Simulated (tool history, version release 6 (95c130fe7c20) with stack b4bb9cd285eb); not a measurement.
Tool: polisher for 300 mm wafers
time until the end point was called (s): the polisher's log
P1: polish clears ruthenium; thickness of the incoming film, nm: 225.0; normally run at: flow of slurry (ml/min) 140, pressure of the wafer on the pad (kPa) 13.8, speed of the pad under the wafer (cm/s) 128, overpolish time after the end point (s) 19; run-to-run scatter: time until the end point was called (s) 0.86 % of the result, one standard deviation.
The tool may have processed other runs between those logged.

run     day  flow of slurry (ml/min)  pressure of the wafer on the pad (kPa)  speed of the pad under the wafer (cm/s)  overpolish time after the end point (s)  wafers polished on this pad  hours since the slurry nozzle was cleaned  hours since the head pressure was calibrated  time until the end point was called (s)
  1   0.575                      140                                    13.8                                      128                                       19                          505                                       97.1                                         465.5                                   179.05
  2   0.933                      140                                    13.8                                      128                                        9                          554                                      105.7                                         474.1                                   180.64
  3   1.629                      140                                    13.8                                      128                                       19                          651                                      122.4                                         490.8                                   181.45
  4    2.25                      140                                    13.8                                      128                                       33                          738                                      137.3                                         505.7                                   180.25
  5   2.612                      140                                    13.8                                      128                                       19                          788                                        146                                         514.4                                   179.34
  6   3.025                      225                                    13.8                                      128                                       19                          845                                      155.9                                         524.3                                   168.56
      3.254  -- head pressure recalibrated
  7   3.438                      140                                    13.8                                       58                                       19                          903                                      165.8                                           4.4                                   394.38
  8   4.038                      140                                    13.8                                      192                                       19                          986                                      180.2                                          18.8                                   119.86
  9   4.392                      140                                    13.8                                      128                                       19                         1036                                      188.7                                          27.3                                   177.97
 10   4.992                      140                                    10.3                                       68                                       19                         1119                                      203.1                                          41.7                                   447.98
 11   5.604                      140                                     6.2                                      128                                       19                         1204                                      217.8                                          56.4                                   396.08
 12   6.225                      140                                    20.7                                      128                                       19                         1291                                      232.7                                          71.3                                   118.63
 13   6.908                      140                                    13.8                                      128                                       19                         1386                                      249.1                                          87.7                                   178.93
 14   7.558                      140                                    17.9                                       84                                       19                         1476                                      264.7                                         103.3                                   207.78
 15   8.179                       85                                    13.8                                      128                                       19                         1562                                      279.6                                         118.2                                    198.8
 16   8.812                       85                                     6.2                                      128                                       19                         1651                                      294.8                                         133.4                                   449.68
 17   9.275                      140                                    13.8                                      128                                       19                         1715                                      305.9                                         144.5                                   175.81
 18   9.717                      140                                    13.8                                      128                                       19                         1776                                      316.5                                         155.1                                   182.82
 19  10.412                      140                                    13.8                                      128                                       19                         1873                                      333.2                                         171.8                                   192.59
 20  10.804                      140                                    13.8                                      128                                       19                         1928                                      342.6                                         181.2                                   197.72
     11.042  -- head pressure recalibrated
 21  11.162                      140                                    13.8                                      128                                       19                         1977                                      351.2                                           2.9                                   197.98
 22  11.742                      140                                    13.8                                      128                                       19                         2058                                      365.1                                          16.8                                   199.02
 23   12.05                      140                                    13.8                                      128                                       19                         2101                                      372.5                                          24.2                                   199.79
 24  12.412                      140                                    13.8                                      128                                       19                         2151                                      381.2                                          32.9                                   199.18
 25  13.092                      140                                    13.8                                      128                                       19                         2246                                      397.5                                          49.2                                   204.47
 26  13.783                      140                                    13.8                                      128                                       19                         2342                                      414.1                                          65.8                                   201.69

P1 has crept away from where it was. The log is fitted equally well by each of these 2 causes, at the sizes shown:
A: slurry flow missing at the pad, % = 40
B: removal rate lost through wear of the pad, % = 11.3
The drift started at roughly day 9.275.
What rules out each remaining cause:
head's pressure below its setpoint, %: work on it at day 11.042, done after the drift set in, did not restore what the process gave before

Consider the 4 check runs below, whose results appear as question marks and each of which averages 3 wafers. Which one distinguishes the causes, in that each cause would give it a clearly different result?
check 1  14.475                      140                                     6.9                                      128                                       11                                                                                                                                                              ?
check 2  14.475                      205                                    13.8                                      128                                       19                                                                                                                                                              ?
check 3  14.475                       85                                    13.8                                       58                                       19                                                                                                                                                              ?
check 4  14.475                      140                                    13.8                                      184                                       33                                                                                                                                                              ?

If the cause were each of the candidates in turn, the checks would give the following:
  check                                   result    if A    if B
check 1  time until the end point was called (s)  403.15  403.26
check 2  time until the end point was called (s)  183.44  190.03
check 3  time until the end point was called (s)  486.84  486.84
check 4  time until the end point was called (s)  140.23  140.26
Per-check spread between the two closest causes, in the result where they differ most: check 1 0.03 %; check 2 3.53 %; check 3 0 %; check 4 0.03 %
Only check 2 tells the causes apart: in the others they would give nearly the same result.

After running check 2, the following was obtained: time until the end point was called (s) 190.12. Which cause does this point to?

It is B: removal rate lost through wear of the pad, %.
